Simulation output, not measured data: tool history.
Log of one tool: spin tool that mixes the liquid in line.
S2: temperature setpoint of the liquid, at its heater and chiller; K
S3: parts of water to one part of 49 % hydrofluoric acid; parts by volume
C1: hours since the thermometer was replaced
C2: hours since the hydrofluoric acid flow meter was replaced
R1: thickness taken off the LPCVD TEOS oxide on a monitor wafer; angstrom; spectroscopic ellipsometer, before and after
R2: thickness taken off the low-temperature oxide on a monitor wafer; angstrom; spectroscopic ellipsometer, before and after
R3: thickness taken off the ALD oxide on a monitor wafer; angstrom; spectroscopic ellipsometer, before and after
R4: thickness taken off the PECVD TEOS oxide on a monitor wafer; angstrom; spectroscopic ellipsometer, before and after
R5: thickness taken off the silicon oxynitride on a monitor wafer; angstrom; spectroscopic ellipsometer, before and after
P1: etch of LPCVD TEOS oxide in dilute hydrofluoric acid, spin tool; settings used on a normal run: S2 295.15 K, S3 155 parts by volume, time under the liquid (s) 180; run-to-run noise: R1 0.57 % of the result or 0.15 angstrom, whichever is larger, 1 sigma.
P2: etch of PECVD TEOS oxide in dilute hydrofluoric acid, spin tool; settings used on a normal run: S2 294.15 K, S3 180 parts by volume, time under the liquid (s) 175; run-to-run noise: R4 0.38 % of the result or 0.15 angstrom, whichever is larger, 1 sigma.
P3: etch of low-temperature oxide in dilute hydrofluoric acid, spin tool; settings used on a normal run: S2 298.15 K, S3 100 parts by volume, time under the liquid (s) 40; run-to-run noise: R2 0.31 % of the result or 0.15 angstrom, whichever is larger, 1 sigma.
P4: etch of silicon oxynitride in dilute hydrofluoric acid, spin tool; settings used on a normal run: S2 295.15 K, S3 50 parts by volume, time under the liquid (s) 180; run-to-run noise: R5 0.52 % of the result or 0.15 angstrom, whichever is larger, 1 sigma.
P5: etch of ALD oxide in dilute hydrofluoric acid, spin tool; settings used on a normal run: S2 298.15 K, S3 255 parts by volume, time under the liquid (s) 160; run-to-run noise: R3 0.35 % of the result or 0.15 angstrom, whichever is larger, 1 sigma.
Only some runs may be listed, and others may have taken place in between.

run 1 hour=4.9 | process_that_ran=P1 S2=295.15 S3=155 time_under_the_liquid_(s)=180 | C1=437.1 C2=342.5 | R1=389.95
run 2 hour=8.8 | process_that_ran=P3 S2=298.15 S3=100 time_under_the_liquid_(s)=15 | C1=441 C2=346.4 | R2=43.418
run 3 hour=13.7 | process_that_ran=P1 S2=295.15 S3=155 time_under_the_liquid_(s)=180 | C1=445.9 C2=351.3 | R1=390.93
run 4 hour=18.3 | process_that_ran=P5 S2=298.15 S3=255 time_under_the_liquid_(s)=160 | C1=450.5 C2=355.9 | R3=102.1
run 5 hour=21.9 | process_that_ran=P1 S2=295.15 S3=230 time_under_the_liquid_(s)=180 | C1=454.1 C2=359.5 | R1=244.91
run 6 hour=27.7 | process_that_ran=P2 S2=294.15 S3=255 time_under_the_liquid_(s)=175 | C1=459.9 C2=365.3 | R4=59.557
run 7 hour=32.5 | process_that_ran=P4 S2=295.15 S3=20 time_under_the_liquid_(s)=180 | C1=464.7 C2=370.1 | R5=241.24
run 8 hour=37.9 | process_that_ran=P4 S2=291.15 S3=50 time_under_the_liquid_(s)=180 | C1=470.1 C2=375.5 | R5=78.595
run 9 hour=42.8 | process_that_ran=P5 S2=298.15 S3=255 time_under_the_liquid_(s)=160 | C1=475 C2=380.4 | R3=101.73
run 10 hour=47.4 | process_that_ran=P1 S2=290.65 S3=155 time_under_the_liquid_(s)=180 | C1=479.6 C2=385 | R1=330.52
run 11 hour=51 | process_that_ran=P2 S2=294.15 S3=180 time_under_the_liquid_(s)=175 | C1=483.2 C2=388.6 | R4=90.867
run 12 hour=56.1 | process_that_ran=P1 S2=301.65 S3=155 time_under_the_liquid_(s)=180 | C1=488.3 C2=393.7 | R1=499.11
run 13 hour=59.2 | process_that_ran=P4 S2=295.15 S3=50 time_under_the_liquid_(s)=295 | C1=491.4 C2=396.8 | R5=157.15
run 14 hour=63.9 | process_that_ran=P1 S2=295.15 S3=155 time_under_the_liquid_(s)=180 | C1=496.1 C2=401.5 | R1=395.09
run 15 hour=68.6 | process_that_ran=P1 S2=295.15 S3=30 time_under_the_liquid_(s)=180 | C1=500.8 C2=406.2 | R1=2328.6
run 16 hour=71.8 | process_that_ran=P1 S2=299.15 S3=155 time_under_the_liquid_(s)=65 | C1=504 C2=409.4 | R1=164.68
run 17 hour=75.8 | process_that_ran=P4 S2=295.15 S3=50 time_under_the_liquid_(s)=180 | C1=508 C2=413.4 | R5=95.78
run 18 hour=80.1 | process_that_ran=P2 S2=290.15 S3=180 time_under_the_liquid_(s)=175 | C1=512.3 C2=417.7 | R4=77.069
run 19 hour=83.6 | process_that_ran=P1 S2=295.15 S3=155 time_under_the_liquid_(s)=90 | C1=515.8 C2=421.2 | R1=195.75
run 20 hour=89.2 | process_that_ran=P3 S2=290.15 S3=100 time_under_the_liquid_(s)=40 | C1=521.4 C2=426.8 | R2=83.791
run 21 hour=92.3 | process_that_ran=P5 S2=298.15 S3=255 time_under_the_liquid_(s)=255 | C1=524.5 C2=429.9 | R3=163.75

What does the tool deliver on the next run?
run 22 hour=97.4 | process_that_ran=P3 S2=298.15 S3=155 time_under_the_liquid_(s)=40 | C1=529.6 C2=435 | R2=?

R2: 70.058 angstrom

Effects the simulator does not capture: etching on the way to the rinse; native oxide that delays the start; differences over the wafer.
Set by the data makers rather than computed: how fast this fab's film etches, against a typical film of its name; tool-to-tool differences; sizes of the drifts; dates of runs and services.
